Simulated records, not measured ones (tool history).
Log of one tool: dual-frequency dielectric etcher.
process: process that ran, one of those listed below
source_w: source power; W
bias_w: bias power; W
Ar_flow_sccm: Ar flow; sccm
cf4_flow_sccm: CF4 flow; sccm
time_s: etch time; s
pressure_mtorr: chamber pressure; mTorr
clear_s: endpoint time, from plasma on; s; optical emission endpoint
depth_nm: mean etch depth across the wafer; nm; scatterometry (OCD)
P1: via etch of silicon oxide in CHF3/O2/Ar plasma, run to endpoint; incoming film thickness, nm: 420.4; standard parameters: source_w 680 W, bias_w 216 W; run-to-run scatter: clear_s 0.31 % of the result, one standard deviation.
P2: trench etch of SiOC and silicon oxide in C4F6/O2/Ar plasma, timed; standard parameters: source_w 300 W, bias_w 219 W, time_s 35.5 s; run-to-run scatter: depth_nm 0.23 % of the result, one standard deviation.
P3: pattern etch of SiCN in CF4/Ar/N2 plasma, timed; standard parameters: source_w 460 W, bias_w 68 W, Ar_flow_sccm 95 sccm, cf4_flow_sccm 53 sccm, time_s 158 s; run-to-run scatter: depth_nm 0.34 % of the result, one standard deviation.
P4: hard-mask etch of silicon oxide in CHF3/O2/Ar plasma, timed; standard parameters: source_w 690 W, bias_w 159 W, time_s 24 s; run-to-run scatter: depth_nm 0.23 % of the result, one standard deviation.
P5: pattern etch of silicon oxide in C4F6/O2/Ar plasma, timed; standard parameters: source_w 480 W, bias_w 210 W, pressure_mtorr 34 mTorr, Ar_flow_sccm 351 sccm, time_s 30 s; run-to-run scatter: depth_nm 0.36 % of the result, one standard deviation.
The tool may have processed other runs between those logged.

| run | hour | process | source_w | bias_w | Ar_flow_sccm | cf4_flow_sccm | time_s | pressure_mtorr | hours since the last wet clean | hours since the last source power generator calibration | hours since the last bias power generator calibration | clear_s | depth_nm |
|---|---|---|---|---|---|---|---|---|---|---|---|---|---|
| 1 | 12.6 | P1 | 680 | 216 |  |  |  |  | 251.9 | 351.9 | 169.6 | 188.18 |  |
| 2 | 20.4 | P3 | 460 | 68 | 126 | 53 | 158 |  | 259.7 | 359.7 | 177.4 |  | 125.85 |
| 3 | 35.7 | P3 | 460 | 68 | 95 | 53 | 217 |  | 275 | 375 | 192.7 |  | 179.84 |
| 4 | 53.2 | P2 | 300 | 219 |  |  | 35.5 |  | 292.5 | 392.5 | 210.2 |  | 66.257 |
| 5 | 67.9 | P3 | 460 | 68 | 95 | 53 | 158 |  | 307.2 | 407.2 | 224.9 |  | 131.3 |
| 6 | 79.1 | P1 | 680 | 135 |  |  |  |  | 318.4 | 418.4 | 236.1 | 219.17 |  |
| 7 | 91.2 | P5 | 480 | 210 | 351 |  | 30 | 41 | 330.5 | 430.5 | 248.2 |  | 100.37 |
| 8 | 99.5 | P1 | 680 | 216 |  |  |  |  | 338.8 | 438.8 | 256.5 | 186.98 |  |
| 9 | 116.5 | P5 | 480 | 210 | 351 |  | 30 | 34 | 355.8 | 455.8 | 273.5 |  | 102.35 |
| 10 | 133.6 | P2 | 300 | 145 |  |  | 35.5 |  | 372.9 | 472.9 | 290.6 |  | 57.922 |
| 11 | 147.6 | P2 | 300 | 219 |  |  | 35.5 |  | 386.9 | 486.9 | 304.6 |  | 66.129 |
| 12 | 165 | P3 | 620 | 68 | 95 | 53 | 158 |  | 404.3 | 504.3 | 322 |  | 171.08 |
| 13 | 182.3 | P4 | 690 | 111 |  |  | 24 |  | 421.6 | 521.6 | 339.3 |  | 43.643 |
| 14 | 190.3 | P5 | 480 | 210 | 351 |  | 30 | 34 | 429.6 | 529.6 | 347.3 |  | 102.85 |
| 15 | 199.7 | P1 | 680 | 216 |  |  |  |  | 439 | 539 | 356.7 | 188.1 |  |
| 16 | 208.7 | P1 | 680 | 305 |  |  |  |  | 448 | 548 | 365.7 | 166.32 |  |
| 17 | 220.5 | P4 | 690 | 159 |  |  | 24 |  | 459.8 | 559.8 | 377.5 |  | 48.776 |
| 18 | 230.2 | P5 | 480 | 210 | 206 |  | 30 | 34 | 469.5 | 569.5 | 387.2 |  | 108.62 |
| 19 | 247.4 | P1 | 800 | 155 |  |  |  |  | 486.7 | 586.7 | 404.4 | 197.07 |  |
| 20 | 260.3 | P1 | 940 | 216 |  |  |  |  | 499.6 | 599.6 | 417.3 | 166.51 |  |
| 21 | 271.9 | P2 | 300 | 219 |  |  | 46.5 |  | 511.2 | 611.2 | 428.9 |  | 86.66 |
| 22 | 286.9 | P4 | 970 | 159 |  |  | 24 |  | 526.2 | 626.2 | 443.9 |  | 55.608 |
| 23 | 303.9 | P1 | 680 | 216 |  |  |  |  | 543.2 | 643.2 | 460.9 | 188.39 |  |
| 24 | 315.8 | P5 | 480 | 210 | 351 |  | 38 | 34 | 555.1 | 655.1 | 472.8 |  | 130.66 |
| 25 | 324.2 | P2 | 410 | 219 |  |  | 35.5 |  | 563.5 | 663.5 | 481.2 |  | 74.709 |
| 26 | 338.2 | P5 | 480 | 286 | 351 |  | 30 | 34 | 577.5 | 677.5 | 495.2 |  | 113.31 |
| 27 | 355.2 | P3 | 460 | 68 | 95 | 53 | 158 |  | 594.5 | 694.5 | 512.2 |  | 131.13 |
| 28 | 367.3 | P5 | 320 | 210 | 351 |  | 30 | 34 | 606.6 | 706.6 | 524.3 |  | 88.18 |
| 29 | 379.3 | P4 | 690 | 159 |  |  | 35.5 |  | 618.6 | 718.6 | 536.3 |  | 72.32 |
| 30 | 388.8 | P3 | 460 | 42 | 95 | 53 | 158 |  | 628.1 | 728.1 | 545.8 |  | 110.97 |
| 31 | 398.1 | P1 | 440 | 216 |  |  |  |  | 637.4 | 737.4 | 555.1 | 221.75 |  |
| 32 | 410.8 | P3 | 460 | 68 | 95 | 65 | 158 |  | 650.1 | 750.1 | 567.8 |  | 136.62 |
| 33 | 423.7 | P1 | 680 | 216 |  |  |  |  | 663 | 763 | 580.7 | 187.35 |  |
| 34 | 439.3 | P1 | 680 | 216 |  |  |  |  | 678.6 | 778.6 | 596.3 | 189.47 |  |
| 35 | 453.8 | P1 | 680 | 216 |  |  |  |  | 693.1 | 793.1 | 610.8 | 190.27 |  |
| 36 | 470.3 | P1 | 680 | 216 |  |  |  |  | 709.6 | 809.6 | 627.3 | 190.02 |  |
| 37 | 478.1 | P1 | 680 | 216 |  |  |  |  | 717.4 | 817.4 | 635.1 | 190.41 |  |
| 38 | 490.9 | P1 | 680 | 216 |  |  |  |  | 730.2 | 830.2 | 647.9 | 189.69 |  |
|  | 492.5 | wet clean of the chamber |
| 39 | 505.8 | P1 | 680 | 216 |  |  |  |  | 13.4 | 845.1 | 662.8 | 191.36 |  |
| 40 | 515.3 | P1 | 680 | 216 |  |  |  |  | 22.9 | 854.6 | 672.3 | 190.11 |  |
| 41 | 532.5 | P1 | 680 | 216 |  |  |  |  | 40.1 | 871.8 | 689.5 | 191.33 |  |
| 42 | 544.9 | P1 | 680 | 216 |  |  |  |  | 52.5 | 884.2 | 701.9 | 191.74 |  |

Something has made what P1 gives creep away from where it was; the 2 causes below, each at its own stated size, fit the log equally well:
A: source power that arrives under what is set, % = 3.98
B: bias power that arrives under what is set, % = 4.38
The gradual shift began around hour 423.7.
All other causes, with the reason each is excluded:
chamber walls in a state that lowers the etch rate, %: serviced at hour 492.5, after the change had begun; the process did not return to its earlier output

Each of the check runs listed below is run on 2 wafers and reports their average, with the results left as question marks. Pick the one under which the possible causes would lead to clearly different results.
| check 1 | 557.3 | P3 | 460 | 50 | 95 | 62 | 158 |  |  |  |  |  | ? |
| check 2 | 557.3 | P2 | 300 | 175 |  |  | 35.5 |  |  |  |  |  | ? |
| check 3 | 557.3 | P4 | 800 | 159 |  |  | 35 |  |  |  |  |  | ? |
| check 4 | 557.3 | P5 | 330 | 210 | 351 |  | 30 | 34 |  |  |  |  | ? |

Predicted outcomes, by check and by cause:
| check | result | if A | if B |
|---|---|---|---|
| check 1 | depth_nm | 117.34 | 119.9 |
| check 2 | depth_nm | 60.576 | 60.662 |
| check 3 | depth_nm | 74.259 | 74.367 |
| check 4 | depth_nm | 87.192 | 87.267 |
Smallest distance between any two causes, each pair judged by its most separating result, in per cent: check 1 2.16 %; check 2 0.14 %; check 3 0.15 %; check 4 0.09 %
Check 1 distinguishes between the causes, while the remaining checks would return nearly the same result for all of them.

After running check 1, the following was obtained: depth_nm 116.74 nm. Which cause does this point to?

The correct cause is A, namely: source power that arrives under what is set, %.

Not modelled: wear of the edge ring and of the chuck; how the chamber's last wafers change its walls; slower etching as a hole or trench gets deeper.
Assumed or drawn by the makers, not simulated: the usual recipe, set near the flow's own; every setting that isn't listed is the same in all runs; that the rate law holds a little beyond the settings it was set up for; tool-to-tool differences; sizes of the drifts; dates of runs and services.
